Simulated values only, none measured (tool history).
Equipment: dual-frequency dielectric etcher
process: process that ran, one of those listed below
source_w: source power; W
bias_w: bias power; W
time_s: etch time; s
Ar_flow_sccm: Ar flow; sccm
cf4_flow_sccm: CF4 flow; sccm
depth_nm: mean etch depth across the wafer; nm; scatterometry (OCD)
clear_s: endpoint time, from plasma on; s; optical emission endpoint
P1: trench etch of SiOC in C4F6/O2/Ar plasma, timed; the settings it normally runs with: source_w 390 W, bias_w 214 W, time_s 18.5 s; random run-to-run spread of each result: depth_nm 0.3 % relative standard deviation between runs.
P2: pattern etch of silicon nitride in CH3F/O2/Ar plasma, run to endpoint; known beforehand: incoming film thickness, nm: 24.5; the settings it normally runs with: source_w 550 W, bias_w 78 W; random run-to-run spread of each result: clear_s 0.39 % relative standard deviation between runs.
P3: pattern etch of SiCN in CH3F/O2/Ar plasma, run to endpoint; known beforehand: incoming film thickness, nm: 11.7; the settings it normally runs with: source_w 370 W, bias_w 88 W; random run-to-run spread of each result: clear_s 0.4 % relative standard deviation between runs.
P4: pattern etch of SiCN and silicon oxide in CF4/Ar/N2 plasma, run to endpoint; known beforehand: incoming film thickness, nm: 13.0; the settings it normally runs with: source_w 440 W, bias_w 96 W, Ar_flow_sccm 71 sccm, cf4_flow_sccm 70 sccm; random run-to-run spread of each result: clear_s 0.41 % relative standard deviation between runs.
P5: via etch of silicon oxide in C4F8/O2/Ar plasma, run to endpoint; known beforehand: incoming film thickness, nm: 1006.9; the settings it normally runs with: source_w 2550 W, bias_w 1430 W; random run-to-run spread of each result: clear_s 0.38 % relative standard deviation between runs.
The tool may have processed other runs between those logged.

run	hour	process	source_w	bias_w	time_s	Ar_flow_sccm	cf4_flow_sccm	hours since the last wet clean	hours since the last source power generator calibration	hours since the last bias power generator calibration	depth_nm	clear_s
1	18.7	P1	390	214	18.5			95.5	2680.7	1770.5	39.725	
2	33.0	P4	260	96		71	70	109.8	2695.0	1784.8		21.107
3	46.5	P3	370	88				123.3	2708.5	1798.3		30.360
4	54.7	P1	390	297	23.5			131.5	2716.7	1806.5	56.130	
5	68.0	P1	390	214	18.5			144.8	2730.0	1819.8	39.728	
6	81.3	P1	540	214	18.5			158.1	2743.3	1833.1	44.901	
7	94.5	P4	440	96		89	70	171.3	2756.5	1846.3		13.686
8	113.0	P4	440	96		71	70	189.8	2775.0	1864.8		13.385
9	130.9	P1	390	158	18.5			207.7	2792.9	1882.7	36.110	
10	140.0	P4	440	77		71	70	216.8	2802.0	1891.8		14.345
11	157.9	P2	410	78				234.7	2819.9	1909.7		35.022
12	172.4	P1	290	214	18.5			249.2	2834.4	1924.2	35.319	
13	181.5	P2	550	78				258.3	2843.5	1933.3		31.570
14	192.3	P1	390	214	18.5			269.1	2854.3	1944.1	39.779	
15	203.3	P2	550	78				280.1	2865.3	1955.1		31.278
16	216.5	P1	390	214	18.5			293.3	2878.5	1968.3	39.697	
17	228.3	P4	440	96		71	93	305.1	2890.3	1980.1		12.998
18	237.4	P3	370	118				314.2	2899.4	1989.2		27.322
19	254.3	P5	2550	1798				331.1	2916.3	2006.1		189.550
20	263.6	P5	2550	1430				340.4	2925.6	2015.4		200.960
21	281.6	P3	240	88				358.4	2943.6	2033.4		35.649
22	298.1	P1	390	272	18.5			374.9	2960.1	2049.9	43.106	
23	316.5	P2	550	55				393.3	2978.5	2068.3		35.327
24	331.6	P1	390	214	18.5			408.4	2993.6	2083.4	39.737	
25	346.8	P4	440	96		71	70	423.6	3008.8	2098.6		13.416
26	365.1	P1	390	214	18.5			441.9	3027.1	2116.9	39.566	
# hour 374.9: wet clean of the chamber
27	377.8	P1	390	214	13.5			2.9	3039.8	2129.6	28.990	
28	396.2	P1	390	214	27.5			21.3	3058.2	2148.0	59.030	
29	413.5	P5	3600	1430				38.6	3075.5	2165.3		174.290
30	431.1	P1	390	214	18.5			56.2	3093.1	2182.9	39.360	
31	446.6	P1	390	214	18.5			71.7	3108.6	2198.4	39.340	
32	460.3	P1	390	214	18.5			85.4	3122.3	2212.1	39.230	
# hour 477.8: wet clean of the chamber
33	478.1	P1	390	214	18.5			0.4	3140.1	2229.9	39.010	
34	491.3	P1	390	214	18.5			13.6	3153.3	2243.1	38.856	
35	500.5	P1	390	214	18.5			22.8	3162.5	2252.3	39.100	
36	516.4	P1	390	214	18.5			38.7	3178.4	2268.2	38.772	

What P1 gives has crept away from where it was. These 2 causes fit the log equally well, each at the size given:
A: bias power that arrives under what is set, % = 4.81
B: source power that arrives under what is set, % = 4.1
The drift started at roughly hour 431.1.
Why every other cause is out:
chamber walls in a state that lowers the etch rate, %: its service at hour 477.8 followed the start of the drift and did not put the process back to its old value

Of the 4 check runs below, each run on 3 wafers with the results averaged and each result still a question mark, which one would tell the listed causes apart?
check 1	532.3	P2	550	61								?
check 2	532.3	P4	270	96		71	91					?
check 3	532.3	P3	250	109								?
check 4	532.3	P5	2550	1769								?

What every check run would give for each of its results, assuming each possible cause in turn:
check	result	if A	if B
check 1	clear_s	34.531	34.548
check 2	clear_s	20.313	20.724
check 3	clear_s	33.051	32.917
check 4	clear_s	192.600	193.290
How far apart the two closest causes lie, in the result that separates them most: check 1 0.05 %; check 2 2 %; check 3 0.41 %; check 4 0.36 %
Only in check 2 would the causes give clearly different results; in the remaining checks their results would be nearly the same.

Then check 2 was run and gave: clear_s 20.657 s. Which cause is it?

B is the cause: source power that arrives under what is set, %.
